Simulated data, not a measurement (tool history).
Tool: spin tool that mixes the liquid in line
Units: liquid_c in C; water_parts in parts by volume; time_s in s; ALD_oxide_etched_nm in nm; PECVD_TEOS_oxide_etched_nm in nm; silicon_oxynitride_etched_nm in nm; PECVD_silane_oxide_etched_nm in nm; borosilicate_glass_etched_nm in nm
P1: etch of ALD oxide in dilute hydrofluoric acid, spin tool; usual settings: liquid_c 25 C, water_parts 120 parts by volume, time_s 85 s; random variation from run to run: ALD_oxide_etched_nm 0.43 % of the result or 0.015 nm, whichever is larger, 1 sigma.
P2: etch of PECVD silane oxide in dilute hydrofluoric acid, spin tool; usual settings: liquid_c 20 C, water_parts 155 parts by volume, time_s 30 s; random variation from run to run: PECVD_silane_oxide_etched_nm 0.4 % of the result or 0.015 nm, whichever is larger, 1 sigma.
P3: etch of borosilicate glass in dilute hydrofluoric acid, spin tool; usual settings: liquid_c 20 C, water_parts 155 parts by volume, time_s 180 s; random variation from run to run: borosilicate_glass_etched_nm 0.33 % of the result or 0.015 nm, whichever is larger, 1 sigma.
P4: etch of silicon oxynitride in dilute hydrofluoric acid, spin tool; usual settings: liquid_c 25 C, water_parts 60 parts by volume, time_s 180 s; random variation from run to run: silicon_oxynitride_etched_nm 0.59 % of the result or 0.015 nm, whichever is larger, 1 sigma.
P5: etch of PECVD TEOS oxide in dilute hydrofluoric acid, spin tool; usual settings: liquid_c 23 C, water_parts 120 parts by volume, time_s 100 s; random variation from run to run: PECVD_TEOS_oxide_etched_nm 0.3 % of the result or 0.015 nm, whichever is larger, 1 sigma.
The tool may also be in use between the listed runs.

run,day,process,liquid_c,water_parts,time_s,hours since the thermometer was replaced,hours since the hydrofluoric acid flow meter was replaced,ALD_oxide_etched_nm,PECVD_TEOS_oxide_etched_nm,silicon_oxynitride_etched_nm,PECVD_silane_oxide_etched_nm,borosilicate_glass_etched_nm
1,0.329,P1,25,120,85,266.1,191,9.6338,,,,
2,0.667,P5,23,120,100,274.2,199.1,,9.5642,,,
3,0.912,P4,25,20,180,280.1,205,,,15.624,,
4,1.133,P2,20,265,30,285.4,210.3,,,,2.8702,
5,1.471,P4,25,60,35,293.5,218.4,,,0.97695,,
6,1.904,P3,20,155,180,303.9,228.8,,,,,34.293
7,2.196,P4,25,60,180,310.9,235.8,,,5.0317,,
8,2.475,P1,25,120,155,317.6,242.5,17.753,,,,
9,2.825,P2,20,155,30,326,250.9,,,,5.395,
10,3.133,P5,23,120,45,333.4,258.3,,4.339,,,
11,3.575,P5,23,120,100,344,268.9,,9.6018,,,
12,3.958,P1,25,120,85,353.2,278.1,9.7148,,,,
13,4.271,P1,31,120,85,360.7,285.6,12.128,,,,
14,4.629,P5,23,70,100,369.3,294.2,,17.526,,,
15,5.042,P4,25,60,180,379.2,304.1,,,5.0123,,
16,5.417,P2,17,155,30,388.2,313.1,,,,4.8037,
17,5.854,P1,25,120,45,398.7,323.6,5.1158,,,,
18,6.121,P1,25,120,85,405.1,330,9.6519,,,,
19,6.329,P1,25,120,85,410.1,335,9.7107,,,,
20,6.579,P1,25,25,85,416.1,341,52.562,,,,
21,6.825,P1,25,120,85,422,346.9,9.7169,,,,
22,7.267,P5,27,120,100,432.6,357.5,,11.183,,,
23,7.529,P1,25,185,140,438.9,363.8,9.574,,,,
24,7.838,P4,29.5,60,180,446.3,371.2,,,6.1734,,
25,8.246,P1,25,120,85,456.1,381,9.6702,,,,
26,8.679,P3,17,155,180,466.5,391.4,,,,,30.124
27,8.892,P1,25,205,85,471.6,396.5,5.1529,,,,
28,9.329,P3,20,230,180,482.1,407,,,,,21.399
29,9.729,P2,20,155,50,491.7,416.6,,,,9.0342,
30,10,P3,20,155,15,498.2,423.1,,,,,2.8154
31,10.321,P2,20,155,30,505.9,430.8,,,,5.4026,
32,10.629,P1,19.5,120,85,513.3,438.2,7.7942,,,,
33,10.833,P1,25,120,85,518.2,443.1,9.668,,,,
34,11.171,P1,25,120,85,526.3,451.2,9.6972,,,,
35,11.488,P1,25,120,85,533.9,458.8,9.4368,,,,
36,11.879,P1,25,120,85,543.3,468.2,9.1335,,,,
37,12.292,P1,25,120,85,553.2,478.1,9.0506,,,,
38,12.546,P1,25,120,85,559.3,484.2,9.0732,,,,
39,12.908,P1,25,120,85,568,492.9,8.9249,,,,
40,13.279,P1,25,120,85,576.9,501.8,8.9031,,,,
41,13.6,P1,25,120,85,584.6,509.5,8.8377,,,,
42,14.033,P1,25,120,85,595,519.9,8.7839,,,,
43,14.254,P1,25,120,85,600.3,525.2,8.8577,,,,
44,14.571,P1,25,120,85,607.9,532.8,8.8644,,,,
45,14.875,P1,25,120,85,615.2,540.1,8.7815,,,,

What P1 gives has crept away from where it was. These 2 causes fit the log equally well, each at the size given:
A: liquid colder than its thermometer reads (K) = 2.39
B: hydrofluoric acid flow below the setpoint (%) = 7.8
The creep began at about day 11.171.

4 check runs are offered, each on 2 wafers whose results are averaged, their results left as question marks. Which one tells the causes apart?
check 1,15.179,P3,20,200,45,,,,,,,?
check 2,15.179,P5,27,120,100,,,,?,,,
check 3,15.179,P2,20,245,30,,,,,,?,
check 4,15.179,P4,25,25,180,,,,,?,,

What each check would give under each cause:
check,result,if A,if B
check 1,borosilicate_glass_etched_nm,5.7642,5.7402
check 2,PECVD_TEOS_oxide_etched_nm,10.233,10.209
check 3,PECVD_silane_oxide_etched_nm,2.8713,2.8447
check 4,silicon_oxynitride_etched_nm,11.01,11.42
How far apart the two closest causes lie, in the result that separates them most: check 1 0.42 %; check 2 0.23 %; check 3 0.93 %; check 4 3.66 %
Only check 4 tells the causes apart: in the others they would give nearly the same result.

Then check 4 was run and gave: silicon_oxynitride_etched_nm 11.335 nm. Which cause is it?

It is B: hydrofluoric acid flow below the setpoint (%).
